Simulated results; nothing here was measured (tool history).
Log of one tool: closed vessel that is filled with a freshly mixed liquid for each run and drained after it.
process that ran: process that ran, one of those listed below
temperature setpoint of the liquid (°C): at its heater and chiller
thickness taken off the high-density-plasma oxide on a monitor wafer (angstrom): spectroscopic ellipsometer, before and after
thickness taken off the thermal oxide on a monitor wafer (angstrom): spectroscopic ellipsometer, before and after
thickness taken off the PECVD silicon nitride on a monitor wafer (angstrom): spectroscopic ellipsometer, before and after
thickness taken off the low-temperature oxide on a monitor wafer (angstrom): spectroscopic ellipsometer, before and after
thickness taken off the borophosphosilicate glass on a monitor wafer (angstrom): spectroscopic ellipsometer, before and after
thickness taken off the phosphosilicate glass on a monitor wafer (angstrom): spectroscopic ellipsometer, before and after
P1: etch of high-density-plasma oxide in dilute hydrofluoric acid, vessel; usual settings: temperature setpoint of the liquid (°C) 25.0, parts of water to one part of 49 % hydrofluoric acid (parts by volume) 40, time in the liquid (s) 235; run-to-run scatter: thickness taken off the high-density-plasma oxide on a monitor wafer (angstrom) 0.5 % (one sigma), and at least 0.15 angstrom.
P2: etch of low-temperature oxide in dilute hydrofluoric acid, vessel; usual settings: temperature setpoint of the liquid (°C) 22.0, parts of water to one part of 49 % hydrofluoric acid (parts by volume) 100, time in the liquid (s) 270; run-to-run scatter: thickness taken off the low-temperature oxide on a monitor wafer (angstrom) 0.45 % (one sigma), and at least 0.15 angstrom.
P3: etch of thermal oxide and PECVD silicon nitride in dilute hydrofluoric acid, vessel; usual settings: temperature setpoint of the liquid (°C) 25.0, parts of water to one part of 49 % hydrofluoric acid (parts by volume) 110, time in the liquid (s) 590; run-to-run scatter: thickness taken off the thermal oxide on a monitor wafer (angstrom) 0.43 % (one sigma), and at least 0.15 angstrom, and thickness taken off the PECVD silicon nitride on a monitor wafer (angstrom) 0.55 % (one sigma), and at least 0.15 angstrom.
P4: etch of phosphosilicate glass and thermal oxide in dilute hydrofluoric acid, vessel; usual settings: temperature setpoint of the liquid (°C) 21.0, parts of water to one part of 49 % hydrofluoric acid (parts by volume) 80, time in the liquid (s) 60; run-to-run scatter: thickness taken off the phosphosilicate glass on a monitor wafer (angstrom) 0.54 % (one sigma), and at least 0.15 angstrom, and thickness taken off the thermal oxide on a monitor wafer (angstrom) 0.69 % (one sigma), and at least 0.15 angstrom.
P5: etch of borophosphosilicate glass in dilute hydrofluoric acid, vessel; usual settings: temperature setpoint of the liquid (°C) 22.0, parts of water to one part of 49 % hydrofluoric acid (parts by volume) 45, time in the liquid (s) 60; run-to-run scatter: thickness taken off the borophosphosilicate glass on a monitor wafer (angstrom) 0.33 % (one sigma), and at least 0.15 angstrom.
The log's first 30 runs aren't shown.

run,day,process that ran,temperature setpoint of the liquid (°C),parts of water to one part of 49 % hydrofluoric acid (parts by volume),time in the liquid (s),hours since the thermometer was replaced,hours since the hydrofluoric acid flow meter was replaced,thickness taken off the high-density-plasma oxide on a monitor wafer (angstrom),thickness taken off the thermal oxide on a monitor wafer (angstrom),thickness taken off the PECVD silicon nitride on a monitor wafer (angstrom),thickness taken off the low-temperature oxide on a monitor wafer (angstrom),thickness taken off the borophosphosilicate glass on a monitor wafer (angstrom),thickness taken off the phosphosilicate glass on a monitor wafer (angstrom)
31,18.204,P4,21.0,120,60,270.2,304.8,,20.912,,,,425.30
32,18.679,P2,17.0,100,270,281.6,316.2,,,,211.920,,
33,19.346,P1,25.0,40,235,297.6,332.2,368.20,,,,,
34,20.029,P1,25.0,40,235,314.0,348.6,370.31,,,,,
35,20.392,P1,25.0,40,235,322.7,357.3,362.92,,,,,
36,20.888,P1,25.0,40,235,334.6,369.2,350.71,,,,,
37,21.650,P1,25.0,40,235,352.9,387.5,341.60,,,,,
38,22.250,P1,25.0,40,235,367.3,401.9,340.39,,,,,

Run 39 comes next. What will it give?
39,22.808,P1,25.0,40,235,380.7,415.3,?,,,,,

Run 39 gave thickness taken off the high-density-plasma oxide on a monitor wafer (angstrom) 336.06.
